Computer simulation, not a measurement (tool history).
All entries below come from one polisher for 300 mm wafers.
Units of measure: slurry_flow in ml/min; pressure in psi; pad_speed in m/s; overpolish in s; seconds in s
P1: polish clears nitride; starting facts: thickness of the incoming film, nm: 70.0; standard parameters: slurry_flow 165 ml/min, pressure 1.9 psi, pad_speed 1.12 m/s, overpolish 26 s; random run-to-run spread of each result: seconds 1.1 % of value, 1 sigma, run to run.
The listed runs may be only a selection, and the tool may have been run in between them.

run   hour  slurry_flow  pressure  pad_speed  overpolish  wafers polished on this pad  hours since the slurry nozzle was cleaned  hours since the head pressure was calibrated  seconds
  1    7.4          165       1.9       1.12          26                          211                                      225.7                                         686.4   97.787
  2   19.5          100       1.9       1.12          51                          327                                      237.8                                         698.5   105.92
  3   28.5          165       1.9       0.76          26                          413                                      246.8                                         707.5   143.23
  4   37.7          165       1.9       1.12          50                          501                                        256                                         716.7   98.318
  5   43.4          165       0.9       1.12          26                          556                                      261.7                                         722.4   205.11
  6   50.8          165       1.9       1.12           8                          627                                      269.1                                         729.8   98.218
      52.2  -- slurry nozzle cleaned
  7   63.6          165       1.9       1.12          26                          749                                       11.4                                         742.6   96.899
  8   75.1          165       2.5       1.12          26                          860                                       22.9                                         754.1   74.068
  9   82.5          165       1.9       1.12          26                          931                                       30.3                                         761.5   95.788
 10   94.6          100       1.9       1.12          26                         1046                                       42.4                                         773.6   106.93
 11    107          165       1.9       1.12          26                         1165                                       54.8                                           786   96.165
 12  117.4          165       1.9       1.62          26                         1265                                       65.2                                         796.4   66.526
 13    125          165       1.9       1.12          26                         1338                                       72.8                                           804   97.994
     129.8  -- head pressure recalibrated
 14  133.8          165       1.9       1.12          26                         1422                                       81.6                                             4   98.792
 15  141.7          165       1.9       1.12          26                         1498                                       89.5                                          11.9   96.987
 16  151.6          265       1.9       1.12          26                         1592                                       99.4                                          21.8   92.017
 17  158.4          165       1.9       1.12          26                         1657                                      106.2                                          28.6   95.588
 18    170          165       1.9       1.12          26                         1769                                      117.8                                          40.2   100.86
 19  181.6          165       1.9       1.12          26                         1880                                      129.4                                          51.8   102.21
 20  193.9          165       1.9       1.12          26                         1998                                      141.7                                          64.1   101.63
 21    206          165       1.9       1.12          26                         2113                                      153.8                                          76.2   104.66
 22  213.2          165       1.9       1.12          26                         2182                                        161                                          83.4   103.45
       218  -- head pressure recalibrated
 23  220.9          165       1.9       1.12          26                         2256                                      168.7                                           2.9   103.41
 24  226.8          165       1.9       1.12          26                         2313                                      174.6                                           8.8   106.64
 25  236.8          165       1.9       1.12          26                         2408                                      184.6                                          18.8    104.7
 26  244.8          165       1.9       1.12          26                         2485                                      192.6                                          26.8   104.35

P1 no longer gives what it gave before; its output has crept away from where it was. The following 2 causes, each at its listed size, fit the log equally well:
A: slurry flow missing at the pad, % = 33.5
B: removal rate lost through wear of the pad, % = 7.49
The creep began at about hour 158.4.
What rules out each remaining cause:
head's pressure below its setpoint, %: work on it at hour 218, done after the drift set in, did not restore what the process gave before

Which of the check runs below tells the causes apart, meaning the causes would give it clearly different results? Each run uses 5 wafers whose results are averaged, and each result is shown as a question mark.
check 1  252.8          165       1.4       1.12          26                                                                                                                              ?
check 2  252.8          165       2.3       1.12          26                                                                                                                              ?
check 3  252.8          100       1.9       1.12          26                                                                                                                              ?
check 4  252.8          165       1.9       0.82          42                                                                                                                              ?

Check results expected under each cause:
  check   result    if A    if B
check 1  seconds  142.01  141.99
check 2  seconds  86.439  86.432
check 3  seconds  120.78  115.64
check 4  seconds  142.92  142.91
Minimum pairwise separation of causes per check, each pair taken at its best-separating result: check 1 0.01 %; check 2 0.01 %; check 3 4.35 %; check 4 0.01 %
The causes can be told apart only by check 3. The other checks would give nearly the same results under each of them.

Then check 3 was run and gave: seconds 119.44 s. Which cause is it?

A is the cause: slurry flow missing at the pad, %.

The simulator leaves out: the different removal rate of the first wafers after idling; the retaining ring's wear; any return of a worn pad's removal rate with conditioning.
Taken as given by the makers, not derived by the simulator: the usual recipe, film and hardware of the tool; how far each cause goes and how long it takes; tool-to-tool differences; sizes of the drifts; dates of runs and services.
